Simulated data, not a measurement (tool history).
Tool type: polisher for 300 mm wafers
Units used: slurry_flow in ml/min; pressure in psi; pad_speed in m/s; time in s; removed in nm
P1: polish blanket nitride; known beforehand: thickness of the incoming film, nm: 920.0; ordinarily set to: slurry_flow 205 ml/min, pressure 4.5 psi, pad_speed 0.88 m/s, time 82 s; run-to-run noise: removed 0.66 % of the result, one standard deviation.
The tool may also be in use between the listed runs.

| run | hour | slurry_flow | pressure | pad_speed | time | removed |
|---|---|---|---|---|---|---|
| 1 | 6 | 205 | 4.5 | 0.88 | 82 | 164.63 |
| 2 | 11.4 | 205 | 4.5 | 0.88 | 82 | 164.54 |
| 3 | 20.9 | 125 | 4.5 | 0.88 | 102 | 187.94 |
| 4 | 28.4 | 310 | 4.5 | 0.88 | 82 | 172.82 |
| 5 | 38.5 | 205 | 2.9 | 0.88 | 82 | 105.21 |
| 6 | 45.3 | 205 | 4.5 | 0.88 | 82 | 164.43 |
| 7 | 54.4 | 205 | 4.5 | 1.18 | 55 | 138.04 |
| 8 | 61.4 | 205 | 4.5 | 0.64 | 82 | 127.17 |
| 9 | 68.4 | 125 | 4.5 | 0.88 | 82 | 151.53 |
| 10 | 74 | 205 | 4.5 | 1.36 | 82 | 233.25 |
| 11 | 80.3 | 205 | 4.5 | 0.88 | 117 | 238.14 |
| 12 | 89.3 | 205 | 4.5 | 0.88 | 82 | 162.65 |
| 13 | 94.2 | 205 | 6.8 | 0.88 | 82 | 247.22 |
| 14 | 104.4 | 205 | 4.5 | 0.88 | 47 | 95.634 |
| 15 | 109.6 | 205 | 4.5 | 0.88 | 82 | 164.88 |
| 16 | 116.7 | 205 | 4.5 | 0.88 | 82 | 164.65 |
| 17 | 123.1 | 205 | 4.5 | 0.88 | 82 | 162.26 |
| 18 | 132.1 | 205 | 4.5 | 0.88 | 82 | 157.5 |
| 19 | 139.4 | 205 | 4.5 | 0.88 | 82 | 155.32 |
|  | 144.8 | head pressure recalibrated |
| 20 | 145.7 | 205 | 4.5 | 0.88 | 82 | 155.67 |
| 21 | 152.5 | 205 | 4.5 | 0.88 | 82 | 154.36 |
| 22 | 159.4 | 205 | 4.5 | 0.88 | 82 | 151.15 |
| 23 | 165.2 | 205 | 4.5 | 0.88 | 82 | 153.81 |
| 24 | 172.8 | 205 | 4.5 | 0.88 | 82 | 152.37 |

What P1 gives has crept off from where it sat before. The 2 causes that follow fit the log equally well, each at the size noted:
A: removal rate lost through wear of the pad, % = 7.4
B: slurry flow missing at the pad, % = 37.5
Onset of the creep was near hour 116.7.
Other possible causes, and why each is ruled out:
head's pressure below its setpoint, %: serviced after onset, at hour 144.8, with no recovery of the prior output

Which of the check runs below tells the causes apart, meaning the causes would give it clearly different results? Each run uses 2 wafers whose results are averaged, and each result is shown as a question mark.
| check 1 | 180.4 | 135 | 4.5 | 0.88 | 82 | ? |
| check 2 | 180.4 | 205 | 5.9 | 0.88 | 82 | ? |
| check 3 | 180.4 | 205 | 4.5 | 1.08 | 65 | ? |
| check 4 | 180.4 | 205 | 4.5 | 1.18 | 82 | ? |

If the cause were each of the candidates in turn, the checks would give the following:
| check | result | if A | if B |
|---|---|---|---|
| check 1 | removed | 142.29 | 137.32 |
| check 2 | removed | 199.43 | 199.4 |
| check 3 | removed | 142.04 | 142.02 |
| check 4 | removed | 192.34 | 192.31 |
Per-check spread between the two closest causes, in the result where they differ most: check 1 3.56 %; check 2 0.01 %; check 3 0.01 %; check 4 0.01 %
The causes can be told apart only by check 1. The other checks would give nearly the same results under each of them.

Check 1 was then run and gave: removed 135.87 nm. Which cause is it?

The cause is B: slurry flow missing at the pad, %.
